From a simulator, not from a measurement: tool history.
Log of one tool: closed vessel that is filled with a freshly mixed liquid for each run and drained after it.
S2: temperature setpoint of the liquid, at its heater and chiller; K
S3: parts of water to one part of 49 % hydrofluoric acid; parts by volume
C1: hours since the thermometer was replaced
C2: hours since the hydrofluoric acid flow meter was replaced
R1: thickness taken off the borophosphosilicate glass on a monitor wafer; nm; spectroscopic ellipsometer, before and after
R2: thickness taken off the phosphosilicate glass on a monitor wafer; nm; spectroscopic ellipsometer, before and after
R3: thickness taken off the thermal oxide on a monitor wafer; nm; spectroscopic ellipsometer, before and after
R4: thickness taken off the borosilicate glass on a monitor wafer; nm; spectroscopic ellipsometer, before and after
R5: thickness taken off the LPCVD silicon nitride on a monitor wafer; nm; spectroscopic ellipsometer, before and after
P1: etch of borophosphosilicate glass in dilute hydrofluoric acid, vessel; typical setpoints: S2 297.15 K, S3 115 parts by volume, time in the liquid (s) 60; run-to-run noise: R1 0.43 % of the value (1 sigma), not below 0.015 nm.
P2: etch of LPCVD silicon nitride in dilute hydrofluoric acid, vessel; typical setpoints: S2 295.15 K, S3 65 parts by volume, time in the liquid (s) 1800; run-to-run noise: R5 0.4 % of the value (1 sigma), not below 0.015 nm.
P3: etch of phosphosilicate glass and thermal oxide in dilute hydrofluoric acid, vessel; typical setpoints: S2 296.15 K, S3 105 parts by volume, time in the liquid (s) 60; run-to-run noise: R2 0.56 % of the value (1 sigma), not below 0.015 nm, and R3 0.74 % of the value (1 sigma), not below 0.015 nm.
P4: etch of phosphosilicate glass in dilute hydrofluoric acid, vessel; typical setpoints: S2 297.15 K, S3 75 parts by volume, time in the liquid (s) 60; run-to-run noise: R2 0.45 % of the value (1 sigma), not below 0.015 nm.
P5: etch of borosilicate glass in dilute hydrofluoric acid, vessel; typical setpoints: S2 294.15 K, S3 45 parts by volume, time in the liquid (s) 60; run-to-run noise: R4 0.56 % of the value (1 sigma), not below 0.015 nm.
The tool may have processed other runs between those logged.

Run 1, hour 6.8: process that ran P1, S2 297.15 K, S3 115 parts by volume, time in the liquid (s) 60; C1 743.1; C2 375.1. Result: R1 35.669 nm.
Run 2, hour 19.7: process that ran P3, S2 296.15 K, S3 105 parts by volume, time in the liquid (s) 60; C1 756; C2 388. Result: R2 90.737 nm, R3 2.7475 nm.
Run 3, hour 34.3: process that ran P5, S2 300.65 K, S3 45 parts by volume, time in the liquid (s) 60; C1 770.6; C2 402.6. Result: R4 45.515 nm.
Run 4, hour 41.6: process that ran P5, S2 294.15 K, S3 70 parts by volume, time in the liquid (s) 60; C1 777.9; C2 409.9. Result: R4 21.987 nm.
Run 5, hour 52.6: process that ran P5, S2 294.15 K, S3 45 parts by volume, time in the liquid (s) 30; C1 788.9; C2 420.9. Result: R4 17.74 nm.
Run 6, hour 65.6: process that ran P3, S2 290.15 K, S3 105 parts by volume, time in the liquid (s) 60; C1 801.9; C2 433.9. Result: R2 70.81 nm, R3 2.2013 nm.
Run 7, hour 74.4: process that ran P2, S2 295.15 K, S3 65 parts by volume, time in the liquid (s) 1800; C1 810.7; C2 442.7. Result: R5 13.257 nm.
Run 8, hour 86.8: process that ran P1, S2 297.15 K, S3 115 parts by volume, time in the liquid (s) 60; C1 823.1; C2 455.1. Result: R1 35.506 nm.
Run 9, hour 98.6: process that ran P1, S2 297.15 K, S3 45 parts by volume, time in the liquid (s) 60; C1 834.9; C2 466.9. Result: R1 99.043 nm.
Run 10, hour 110.9: process that ran P1, S2 297.15 K, S3 115 parts by volume, time in the liquid (s) 60; C1 847.2; C2 479.2. Result: R1 35.663 nm.
Run 11, hour 120.3: process that ran P1, S2 297.15 K, S3 115 parts by volume, time in the liquid (s) 60; C1 856.6; C2 488.6. Result: R1 35.828 nm.
Run 12, hour 132.6: process that ran P4, S2 297.15 K, S3 120 parts by volume, time in the liquid (s) 60; C1 868.9; C2 500.9. Result: R2 37.842 nm.
Run 13, hour 139.9: process that ran P3, S2 296.15 K, S3 105 parts by volume, time in the liquid (s) 85; C1 876.2; C2 508.2. Result: R2 128 nm, R3 3.9468 nm.
Run 14, hour 149.8: process that ran P1, S2 297.15 K, S3 165 parts by volume, time in the liquid (s) 30; C1 886.1; C2 518.1. Result: R1 11.743 nm.
Run 15, hour 161.2: process that ran P4, S2 297.15 K, S3 75 parts by volume, time in the liquid (s) 60; C1 897.5; C2 529.5. Result: R2 63.739 nm.
Run 16, hour 176.5: process that ran P5, S2 294.15 K, S3 45 parts by volume, time in the liquid (s) 60; C1 912.8; C2 544.8. Result: R4 35.204 nm.
Run 17, hour 185.3: process that ran P1, S2 297.15 K, S3 170 parts by volume, time in the liquid (s) 60; C1 921.6; C2 553.6. Result: R1 22.538 nm.
Run 18, hour 200.2: process that ran P1, S2 297.15 K, S3 115 parts by volume, time in the liquid (s) 60; C1 936.5; C2 568.5. Result: R1 35.39 nm.
Run 19, hour 213.1: process that ran P4, S2 297.15 K, S3 75 parts by volume, time in the liquid (s) 30; C1 949.4; C2 581.4. Result: R2 32.19 nm.
Run 20, hour 220: process that ran P2, S2 295.15 K, S3 65 parts by volume, time in the liquid (s) 1800; C1 956.3; C2 588.3. Result: R5 13.31 nm.
Run 21, hour 227.1: process that ran P1, S2 292.15 K, S3 115 parts by volume, time in the liquid (s) 60; C1 963.4; C2 595.4. Result: R1 29.365 nm.
Run 22, hour 238.1: process that ran P1, S2 297.15 K, S3 115 parts by volume, time in the liquid (s) 95; C1 974.4; C2 606.4. Result: R1 56.714 nm.
Run 23, hour 245.7: process that ran P3, S2 296.15 K, S3 105 parts by volume, time in the liquid (s) 60; C1 982; C2 614. Result: R2 91.174 nm, R3 2.7554 nm.
Run 24, hour 258.3: process that ran P2, S2 295.15 K, S3 65 parts by volume, time in the liquid (s) 3525; C1 994.6; C2 626.6. Result: R5 26.105 nm.
Run 25, hour 268.6: process that ran P1, S2 297.15 K, S3 115 parts by volume, time in the liquid (s) 60; C1 1004.9; C2 636.9. Result: R1 35.79 nm.
Run 26, hour 281: process that ran P2, S2 295.15 K, S3 115 parts by volume, time in the liquid (s) 1800; C1 1017.3; C2 649.3. Result: R5 7.5911 nm.
Run 27, hour 293.5: process that ran P4, S2 297.15 K, S3 75 parts by volume, time in the liquid (s) 60; C1 1029.8; C2 661.8. Result: R2 64.067 nm.
Run 28, hour 304.6: process that ran P1, S2 297.15 K, S3 115 parts by volume, time in the liquid (s) 30; C1 1040.9; C2 672.9. Result: R1 17.848 nm.
Run 29, hour 314.9: process that ran P1, S2 300.65 K, S3 115 parts by volume, time in the liquid (s) 30; C1 1051.2; C2 683.2. Result: R1 20.151 nm.
Run 30, hour 325.8: process that ran P3, S2 296.15 K, S3 160 parts by volume, time in the liquid (s) 60; C1 1062.1; C2 694.1. Result: R2 56.133 nm, R3 1.7342 nm.
Run 31, hour 337.3: process that ran P2, S2 302.65 K, S3 65 parts by volume, time in the liquid (s) 1800; C1 1073.6; C2 705.6. Result: R5 21.799 nm.
Run 32, hour 345.4: process that ran P4, S2 293.15 K, S3 75 parts by volume, time in the liquid (s) 60; C1 1081.7; C2 713.7. Result: R2 53.979 nm.
Run 33, hour 358.7: process that ran P1, S2 297.15 K, S3 50 parts by volume, time in the liquid (s) 90; C1 1095; C2 727. Result: R1 133.54 nm.
Run 34, hour 369.1: process that ran P1, S2 302.65 K, S3 115 parts by volume, time in the liquid (s) 60; C1 1105.4; C2 737.4. Result: R1 43.772 nm.
Run 35, hour 376.9: process that ran P1, S2 297.15 K, S3 115 parts by volume, time in the liquid (s) 60; C1 1113.2; C2 745.2. Result: R1 35.529 nm.
Run 36, hour 392.4: process that ran P1, S2 297.15 K, S3 115 parts by volume, time in the liquid (s) 60; C1 1128.7; C2 760.7. Result: R1 35.563 nm.
Run 37, hour 400: process that ran P1, S2 297.15 K, S3 115 parts by volume, time in the liquid (s) 60; C1 1136.3; C2 768.3. Result: R1 36.335 nm.
Run 38, hour 406.8: process that ran P1, S2 297.15 K, S3 115 parts by volume, time in the liquid (s) 60; C1 1143.1; C2 775.1. Result: R1 36.891 nm.
Run 39, hour 418.9: process that ran P1, S2 297.15 K, S3 115 parts by volume, time in the liquid (s) 60; C1 1155.2; C2 787.2. Result: R1 37.293 nm.
Run 40, hour 431.9: process that ran P1, S2 297.15 K, S3 115 parts by volume, time in the liquid (s) 60; C1 1168.2; C2 800.2. Result: R1 37.592 nm.
Run 41, hour 440.1: process that ran P1, S2 297.15 K, S3 115 parts by volume, time in the liquid (s) 60; C1 1176.4; C2 808.4. Result: R1 37.496 nm.
Run 42, hour 454.5: process that ran P1, S2 297.15 K, S3 115 parts by volume, time in the liquid (s) 60; C1 1190.8; C2 822.8. Result: R1 37.742 nm.
Run 43, hour 464.4: process that ran P1, S2 297.15 K, S3 115 parts by volume, time in the liquid (s) 60; C1 1200.7; C2 832.7. Result: R1 37.69 nm.
Run 44, hour 474.5: process that ran P1, S2 297.15 K, S3 115 parts by volume, time in the liquid (s) 60; C1 1210.8; C2 842.8. Result: R1 37.937 nm.
Run 45, hour 488.5: process that ran P1, S2 297.15 K, S3 115 parts by volume, time in the liquid (s) 60; C1 1224.8; C2 856.8. Result: R1 37.916 nm.
Run 46, hour 498.9: process that ran P1, S2 297.15 K, S3 115 parts by volume, time in the liquid (s) 60; C1 1235.2; C2 867.2. Result: R1 38.306 nm.
Run 47, hour 508.2: process that ran P1, S2 297.15 K, S3 115 parts by volume, time in the liquid (s) 60; C1 1244.5; C2 876.5. Result: R1 38.027 nm.

What P1 gives has crept away from where it was. These 2 causes fit the log equally well, each at the size given:
A: liquid hotter than its thermometer reads (K) = 1.68
B: hydrofluoric acid flow above the setpoint (%) = 5.89
Creep in the process output first set in at about hour 392.4.

Of the 4 check runs listed below, each run on one wafer and each result written as a question mark, which would let you distinguish the listed causes because they would give clearly different results?
Run check 1, hour 517.5: process that ran P5, S2 294.15 K, S3 70 parts by volume, time in the liquid (s) 60. Result: R4 ?.
Run check 2, hour 517.5: process that ran P4, S2 297.15 K, S3 105 parts by volume, time in the liquid (s) 30. Result: R2 ?.
Run check 3, hour 517.5: process that ran P2, S2 302.15 K, S3 105 parts by volume, time in the liquid (s) 1800. Result: R5 ?.
Run check 4, hour 517.5: process that ran P3, S2 290.15 K, S3 155 parts by volume, time in the liquid (s) 60. Result: R2 ?, R3 ?.

Check results expected under each cause:
  check  result    if A    if B
check 1      R4    23.5  23.326
check 2      R2  23.461  23.428
check 3      R5  14.602   13.92
check 4      R2  48.892  48.768
check 4      R3  1.5051  1.5013
Per check, the gap between the least separated pair of causes, taken in the result that splits them most: check 1 0.75 %; check 2 0.14 %; check 3 4.79 %; check 4 0.25 %
Only check 3 tells the causes apart: in the others they would give nearly the same result.

With check 3 done, the readings were: R5 13.863 nm. Identify which of the listed causes applies.

The correct cause is B, namely: hydrofluoric acid flow above the setpoint (%).

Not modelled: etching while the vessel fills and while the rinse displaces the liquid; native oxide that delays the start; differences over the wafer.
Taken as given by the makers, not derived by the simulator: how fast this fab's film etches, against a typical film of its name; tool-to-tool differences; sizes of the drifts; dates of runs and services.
